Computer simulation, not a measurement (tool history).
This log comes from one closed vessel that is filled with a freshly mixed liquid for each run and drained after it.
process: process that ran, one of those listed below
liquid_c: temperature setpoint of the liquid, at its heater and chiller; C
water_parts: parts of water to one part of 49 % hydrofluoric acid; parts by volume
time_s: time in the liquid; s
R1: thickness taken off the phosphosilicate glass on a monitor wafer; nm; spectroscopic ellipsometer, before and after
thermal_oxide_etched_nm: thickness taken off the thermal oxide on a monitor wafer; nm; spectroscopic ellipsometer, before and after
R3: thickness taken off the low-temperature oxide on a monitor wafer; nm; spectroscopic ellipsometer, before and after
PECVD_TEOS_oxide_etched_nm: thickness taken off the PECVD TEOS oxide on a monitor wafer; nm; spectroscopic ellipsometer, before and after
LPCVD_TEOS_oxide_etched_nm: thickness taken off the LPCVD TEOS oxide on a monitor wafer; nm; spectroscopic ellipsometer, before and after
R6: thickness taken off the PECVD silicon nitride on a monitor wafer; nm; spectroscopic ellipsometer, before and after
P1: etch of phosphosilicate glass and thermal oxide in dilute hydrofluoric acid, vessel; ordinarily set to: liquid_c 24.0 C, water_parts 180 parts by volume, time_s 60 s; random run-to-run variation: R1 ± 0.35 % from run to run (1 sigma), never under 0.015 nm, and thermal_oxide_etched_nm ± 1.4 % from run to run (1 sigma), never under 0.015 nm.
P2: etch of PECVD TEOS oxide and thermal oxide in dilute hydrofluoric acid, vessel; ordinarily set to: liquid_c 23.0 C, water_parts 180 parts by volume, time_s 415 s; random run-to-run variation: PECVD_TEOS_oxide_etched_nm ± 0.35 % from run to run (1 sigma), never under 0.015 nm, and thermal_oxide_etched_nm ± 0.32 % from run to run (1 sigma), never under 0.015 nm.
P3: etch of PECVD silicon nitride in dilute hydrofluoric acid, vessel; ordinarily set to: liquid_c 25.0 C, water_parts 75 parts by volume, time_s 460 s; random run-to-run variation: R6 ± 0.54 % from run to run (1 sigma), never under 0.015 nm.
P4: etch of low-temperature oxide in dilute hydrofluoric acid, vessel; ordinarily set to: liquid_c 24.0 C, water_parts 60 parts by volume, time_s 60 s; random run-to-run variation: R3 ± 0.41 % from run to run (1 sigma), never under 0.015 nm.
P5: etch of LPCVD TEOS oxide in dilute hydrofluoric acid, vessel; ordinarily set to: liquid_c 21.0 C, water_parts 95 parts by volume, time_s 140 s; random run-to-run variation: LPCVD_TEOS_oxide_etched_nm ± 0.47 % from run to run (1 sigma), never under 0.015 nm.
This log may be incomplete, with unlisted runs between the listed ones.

run 1 day=0.429 | process=P1 liquid_c=24.0 water_parts=180 time_s=60 | R1=24.022 thermal_oxide_etched_nm=1.43440
run 2 day=0.821 | process=P4 liquid_c=24.0 water_parts=105 time_s=60 | R3=14.199
run 3 day=1.275 | process=P2 liquid_c=23.0 water_parts=180 time_s=755 | thermal_oxide_etched_nm=17.02900 PECVD_TEOS_oxide_etched_nm=43.345
run 4 day=1.775 | process=P5 liquid_c=21.0 water_parts=95 time_s=140 | LPCVD_TEOS_oxide_etched_nm=22.893
run 5 day=2.133 | process=P1 liquid_c=24.0 water_parts=180 time_s=60 | R1=24.086 thermal_oxide_etched_nm=1.42860
run 6 day=2.688 | process=P1 liquid_c=30.0 water_parts=75 time_s=60 | R1=82.657 thermal_oxide_etched_nm=4.86130
run 7 day=3.096 | process=P1 liquid_c=24.0 water_parts=75 time_s=85 | R1=91.950 thermal_oxide_etched_nm=5.44170
run 8 day=3.558 | process=P1 liquid_c=24.0 water_parts=180 time_s=60 | R1=24.078 thermal_oxide_etched_nm=1.43380
run 9 day=3.842 | process=P5 liquid_c=21.0 water_parts=95 time_s=140 | LPCVD_TEOS_oxide_etched_nm=22.944
run 10 day=4.279 | process=P1 liquid_c=24.0 water_parts=180 time_s=60 | R1=24.098 thermal_oxide_etched_nm=1.41440
run 11 day=4.604 | process=P1 liquid_c=24.0 water_parts=180 time_s=60 | R1=23.984 thermal_oxide_etched_nm=1.43260
run 12 day=4.975 | process=P1 liquid_c=30.0 water_parts=70 time_s=60 | R1=89.305 thermal_oxide_etched_nm=5.30440
run 13 day=5.346 | process=P4 liquid_c=24.0 water_parts=60 time_s=60 | R3=26.390
run 14 day=5.875 | process=P3 liquid_c=25.0 water_parts=115 time_s=460 | R6=7.2036
run 15 day=6.208 | process=P4 liquid_c=24.0 water_parts=60 time_s=115 | R3=50.701
run 16 day=6.504 | process=P3 liquid_c=25.0 water_parts=75 time_s=460 | R6=10.9340
run 17 day=6.792 | process=P1 liquid_c=19.5 water_parts=180 time_s=60 | R1=20.222 thermal_oxide_etched_nm=1.22500
run 18 day=7.088 | process=P1 liquid_c=24.0 water_parts=280 time_s=60 | R1=13.807 thermal_oxide_etched_nm=0.79144
run 19 day=7.329 | process=P1 liquid_c=24.0 water_parts=180 time_s=60 | R1=24.157 thermal_oxide_etched_nm=1.44140
run 20 day=7.708 | process=P3 liquid_c=25.0 water_parts=75 time_s=145 | R6=3.5023
run 21 day=8.150 | process=P5 liquid_c=27.0 water_parts=95 time_s=140 | LPCVD_TEOS_oxide_etched_nm=29.432
run 22 day=8.396 | process=P5 liquid_c=21.0 water_parts=95 time_s=245 | LPCVD_TEOS_oxide_etched_nm=40.237
run 23 day=8.921 | process=P1 liquid_c=24.0 water_parts=35 time_s=60 | R1=147.860 thermal_oxide_etched_nm=8.54010
run 24 day=9.396 | process=P3 liquid_c=29.5 water_parts=75 time_s=460 | R6=14.6900
run 25 day=9.825 | process=P3 liquid_c=25.0 water_parts=75 time_s=460 | R6=11.0670
run 26 day=10.246 | process=P1 liquid_c=30.5 water_parts=180 time_s=60 | R1=30.600 thermal_oxide_etched_nm=1.80910
run 27 day=10.508 | process=P2 liquid_c=23.0 water_parts=180 time_s=415 | thermal_oxide_etched_nm=9.34420 PECVD_TEOS_oxide_etched_nm=24.019
run 28 day=10.933 | process=P1 liquid_c=24.0 water_parts=180 time_s=30 | R1=12.075 thermal_oxide_etched_nm=0.68369
run 29 day=11.408 | process=P4 liquid_c=32.0 water_parts=60 time_s=60 | R3=36.339
run 30 day=11.854 | process=P5 liquid_c=21.0 water_parts=155 time_s=140 | LPCVD_TEOS_oxide_etched_nm=13.083
run 31 day=12.217 | process=P2 liquid_c=23.0 water_parts=325 time_s=415 | thermal_oxide_etched_nm=4.49520 PECVD_TEOS_oxide_etched_nm=11.430
run 32 day=12.729 | process=P4 liquid_c=24.0 water_parts=60 time_s=60 | R3=26.519
run 33 day=13.271 | process=P2 liquid_c=17.0 water_parts=180 time_s=415 | thermal_oxide_etched_nm=7.43650 PECVD_TEOS_oxide_etched_nm=18.835
run 34 day=13.625 | process=P1 liquid_c=24.0 water_parts=180 time_s=115 | R1=46.384 thermal_oxide_etched_nm=2.65550
run 35 day=14.000 | process=P1 liquid_c=24.0 water_parts=180 time_s=60 | R1=24.087 thermal_oxide_etched_nm=1.43780
run 36 day=14.396 | process=P1 liquid_c=24.0 water_parts=180 time_s=60 | R1=23.493 thermal_oxide_etched_nm=1.36890
run 37 day=14.942 | process=P1 liquid_c=24.0 water_parts=180 time_s=60 | R1=23.143 thermal_oxide_etched_nm=1.32770
run 38 day=15.229 | process=P1 liquid_c=24.0 water_parts=180 time_s=60 | R1=22.812 thermal_oxide_etched_nm=1.34350
run 39 day=15.488 | process=P1 liquid_c=24.0 water_parts=180 time_s=60 | R1=22.709 thermal_oxide_etched_nm=1.35740
run 40 day=15.800 | process=P1 liquid_c=24.0 water_parts=180 time_s=60 | R1=22.682 thermal_oxide_etched_nm=1.30220
run 41 day=16.217 | process=P1 liquid_c=24.0 water_parts=180 time_s=60 | R1=22.570 thermal_oxide_etched_nm=1.32330
run 42 day=16.475 | process=P1 liquid_c=24.0 water_parts=180 time_s=60 | R1=22.484 thermal_oxide_etched_nm=1.34910
run 43 day=16.712 | process=P1 liquid_c=24.0 water_parts=180 time_s=60 | R1=22.521 thermal_oxide_etched_nm=1.30080
run 44 day=17.175 | process=P1 liquid_c=24.0 water_parts=180 time_s=60 | R1=22.530 thermal_oxide_etched_nm=1.35890
run 45 day=17.508 | process=P1 liquid_c=24.0 water_parts=180 time_s=60 | R1=22.560 thermal_oxide_etched_nm=1.31030
run 46 day=17.842 | process=P1 liquid_c=24.0 water_parts=180 time_s=60 | R1=22.455 thermal_oxide_etched_nm=1.30990

P1 has crept away from where it was. The log is fitted equally well by each of these 2 causes, at the sizes shown:
A: liquid colder than its thermometer reads (K) = 1.84
B: hydrofluoric acid flow below the setpoint (%) = 5.61
At approximately day 14.000, the process output began to creep.

4 check runs are offered, one wafer each, their results left as question marks. Which one tells the causes apart?
run check 1 day=18.175 | process=P2 liquid_c=23.0 water_parts=245 time_s=415 | thermal_oxide_etched_nm=? PECVD_TEOS_oxide_etched_nm=?
run check 2 day=18.175 | process=P4 liquid_c=31.0 water_parts=60 time_s=115 | R3=?
run check 3 day=18.175 | process=P3 liquid_c=28.5 water_parts=75 time_s=460 | R6=?
run check 4 day=18.175 | process=P5 liquid_c=26.5 water_parts=95 time_s=140 | LPCVD_TEOS_oxide_etched_nm=?

Predicted outcomes, by check and by cause:
check=check_1 result=thermal_oxide_etched_nm if_A=6.00140 if_B=5.97360
check=check_1 result=PECVD_TEOS_oxide_etched_nm if_A=15.346 if_B=15.275
check=check_2 result=R3 if_A=62.211 if_B=62.721
check=check_3 result=R6 if_A=12.3070 if_B=13.0910
check=check_4 result=LPCVD_TEOS_oxide_etched_nm if_A=26.615 if_B=26.801
How far apart the two closest causes lie, in the result that separates them most: check 1 0.46 %; check 2 0.82 %; check 3 6.17 %; check 4 0.7 %
The causes can be told apart only by check 3. The other checks would give nearly the same results under each of them.

Then check 3 was run and gave: R6 13.0970 nm. Which cause is it?

The cause is B: hydrofluoric acid flow below the setpoint (%).
